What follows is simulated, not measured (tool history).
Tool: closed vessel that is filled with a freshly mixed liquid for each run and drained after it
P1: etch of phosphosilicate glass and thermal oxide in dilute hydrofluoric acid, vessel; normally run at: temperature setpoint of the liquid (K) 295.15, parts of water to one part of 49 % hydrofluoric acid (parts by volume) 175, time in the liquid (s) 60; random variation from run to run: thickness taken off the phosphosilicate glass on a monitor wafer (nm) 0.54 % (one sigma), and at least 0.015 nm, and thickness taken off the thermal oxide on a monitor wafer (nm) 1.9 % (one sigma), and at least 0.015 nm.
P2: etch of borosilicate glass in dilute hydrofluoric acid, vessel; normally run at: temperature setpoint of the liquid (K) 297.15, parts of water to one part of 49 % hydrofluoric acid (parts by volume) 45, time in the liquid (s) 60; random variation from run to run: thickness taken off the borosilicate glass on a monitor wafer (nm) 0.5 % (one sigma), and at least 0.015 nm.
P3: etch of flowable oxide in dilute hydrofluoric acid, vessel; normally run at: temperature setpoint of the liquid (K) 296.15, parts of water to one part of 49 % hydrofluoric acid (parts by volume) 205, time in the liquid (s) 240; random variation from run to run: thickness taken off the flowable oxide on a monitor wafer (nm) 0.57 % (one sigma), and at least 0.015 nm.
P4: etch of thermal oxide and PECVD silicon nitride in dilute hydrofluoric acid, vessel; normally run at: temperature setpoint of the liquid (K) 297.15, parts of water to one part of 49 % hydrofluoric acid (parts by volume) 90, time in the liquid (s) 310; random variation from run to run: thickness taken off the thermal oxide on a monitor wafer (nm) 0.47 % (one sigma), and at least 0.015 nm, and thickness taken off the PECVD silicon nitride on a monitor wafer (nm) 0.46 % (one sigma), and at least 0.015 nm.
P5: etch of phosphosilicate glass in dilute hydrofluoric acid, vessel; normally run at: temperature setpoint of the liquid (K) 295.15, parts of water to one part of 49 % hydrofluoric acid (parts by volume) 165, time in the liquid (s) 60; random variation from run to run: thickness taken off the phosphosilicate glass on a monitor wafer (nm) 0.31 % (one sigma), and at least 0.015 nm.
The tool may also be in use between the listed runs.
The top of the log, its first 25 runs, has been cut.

| run | hour | process that ran | temperature setpoint of the liquid (K) | parts of water to one part of 49 % hydrofluoric acid (parts by volume) | time in the liquid (s) | hours since the thermometer was replaced | hours since the hydrofluoric acid flow meter was replaced | thickness taken off the phosphosilicate glass on a monitor wafer (nm) | thickness taken off the thermal oxide on a monitor wafer (nm) | thickness taken off the flowable oxide on a monitor wafer (nm) | thickness taken off the PECVD silicon nitride on a monitor wafer (nm) | thickness taken off the borosilicate glass on a monitor wafer (nm) |
|---|---|---|---|---|---|---|---|---|---|---|---|---|
| 26 | 306.9 | P5 | 295.15 | 230 | 60 | 144.7 | 1410.0 | 28.2000 |  |  |  |  |
| 27 | 314.6 | P1 | 290.15 | 175 | 60 | 152.4 | 1417.7 | 14.6110 | 1.12540 |  |  |  |
| 28 | 325.7 | P3 | 296.15 | 285 | 240 | 163.5 | 1428.8 |  |  | 20.481 |  |  |
| 29 | 332.5 | P2 | 297.15 | 45 | 105 | 170.3 | 1435.6 |  |  |  |  | 61.744 |
| 30 | 341.7 | P1 | 295.15 | 175 | 60 | 179.5 | 1444.8 | 17.8940 | 1.35600 |  |  |  |
| 31 | 353.5 | P1 | 295.15 | 175 | 60 | 191.3 | 1456.6 | 17.8960 | 1.35360 |  |  |  |
| 32 | 360.5 | P1 | 295.15 | 175 | 60 | 198.3 | 1463.6 | 17.6450 | 1.39050 |  |  |  |
| 33 | 370.1 | P1 | 295.15 | 175 | 60 | 207.9 | 1473.2 | 17.2470 | 1.35000 |  |  |  |
| 34 | 378.3 | P1 | 295.15 | 175 | 60 | 216.1 | 1481.4 | 17.2180 | 1.30950 |  |  |  |
| 35 | 390.4 | P1 | 295.15 | 175 | 60 | 228.2 | 1493.5 | 17.1390 | 1.33600 |  |  |  |
| 36 | 401.5 | P1 | 295.15 | 175 | 60 | 239.3 | 1504.6 | 17.0440 | 1.37530 |  |  |  |
| 37 | 416.7 | P1 | 295.15 | 175 | 60 | 254.5 | 1519.8 | 17.1990 | 1.27810 |  |  |  |
| 38 | 429.8 | P1 | 295.15 | 175 | 60 | 267.6 | 1532.9 | 17.0550 | 1.34560 |  |  |  |
| 39 | 441.6 | P1 | 295.15 | 175 | 60 | 279.4 | 1544.7 | 16.8570 | 1.33500 |  |  |  |
| 40 | 452.3 | P1 | 295.15 | 175 | 60 | 290.1 | 1555.4 | 16.8890 | 1.31430 |  |  |  |

For run 41, what comes out?
| 41 | 467.4 | P1 | 295.15 | 175 | 60 | 305.2 | 1570.5 | ? | ? |  |  |  |

{"run 41": {"thickness taken off the phosphosilicate glass on a monitor wafer (nm)": 16.792, "thickness taken off the thermal oxide on a monitor wafer (nm)": 1.3098}}
